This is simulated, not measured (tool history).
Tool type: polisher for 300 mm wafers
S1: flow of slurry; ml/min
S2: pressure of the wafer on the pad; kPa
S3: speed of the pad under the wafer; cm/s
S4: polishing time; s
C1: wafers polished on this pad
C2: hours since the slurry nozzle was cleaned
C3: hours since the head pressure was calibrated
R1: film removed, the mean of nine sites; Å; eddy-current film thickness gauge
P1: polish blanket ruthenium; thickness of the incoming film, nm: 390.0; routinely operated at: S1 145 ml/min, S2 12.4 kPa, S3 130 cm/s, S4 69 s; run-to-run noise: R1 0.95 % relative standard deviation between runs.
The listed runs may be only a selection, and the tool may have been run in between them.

run 1 hour=6.1 | S1=145 S2=12.4 S3=130 S4=69 | C1=497 C2=113.1 C3=188.3 | R1=1057.50
run 2 hour=16.1 | S1=225 S2=12.4 S3=130 S4=69 | C1=567 C2=123.1 C3=198.3 | R1=1122.40
run 3 hour=24.5 | S1=145 S2=7.6 S3=130 S4=69 | C1=625 C2=131.5 C3=206.7 | R1=624.35
run 4 hour=28.9 | S1=145 S2=12.4 S3=130 S4=102 | C1=656 C2=135.9 C3=211.1 | R1=1551.70
run 5 hour=36.6 | S1=145 S2=12.4 S3=130 S4=69 | C1=709 C2=143.6 C3=218.8 | R1=1047.80
run 6 hour=45.5 | S1=145 S2=12.4 S3=198 S4=69 | C1=771 C2=152.5 C3=227.7 | R1=1604.70
run 7 hour=49.9 | S1=145 S2=12.4 S3=90 S4=69 | C1=802 C2=156.9 C3=232.1 | R1=728.24
run 8 hour=59.1 | S1=145 S2=12.4 S3=130 S4=38 | C1=866 C2=166.1 C3=241.3 | R1=573.51
run 9 hour=64.9 | S1=145 S2=12.4 S3=130 S4=69 | C1=906 C2=171.9 C3=247.1 | R1=1060.50
run 10 hour=71.6 | S1=145 S2=18.6 S3=130 S4=69 | C1=953 C2=178.6 C3=253.8 | R1=1572.50
run 11 hour=75.9 | S1=85 S2=12.4 S3=130 S4=69 | C1=983 C2=182.9 C3=258.1 | R1=935.39
run 12 hour=85.8 | S1=145 S2=12.4 S3=130 S4=69 | C1=1052 C2=192.8 C3=268.0 | R1=1042.70
run 13 hour=94.1 | S1=145 S2=12.4 S3=130 S4=69 | C1=1109 C2=201.1 C3=276.3 | R1=1047.90
run 14 hour=99.4 | S1=145 S2=17.9 S3=130 S4=45 | C1=1146 C2=206.4 C3=281.6 | R1=995.11
run 15 hour=104.5 | S1=145 S2=12.4 S3=130 S4=69 | C1=1182 C2=211.5 C3=286.7 | R1=1044.70

Expected results for the next run?
run 16 hour=111.0 | S1=145 S2=12.4 S3=130 S4=69 | C1=1227 C2=218.0 C3=293.2 | R1=?

{"run 16": {"R1": 1037.3}}
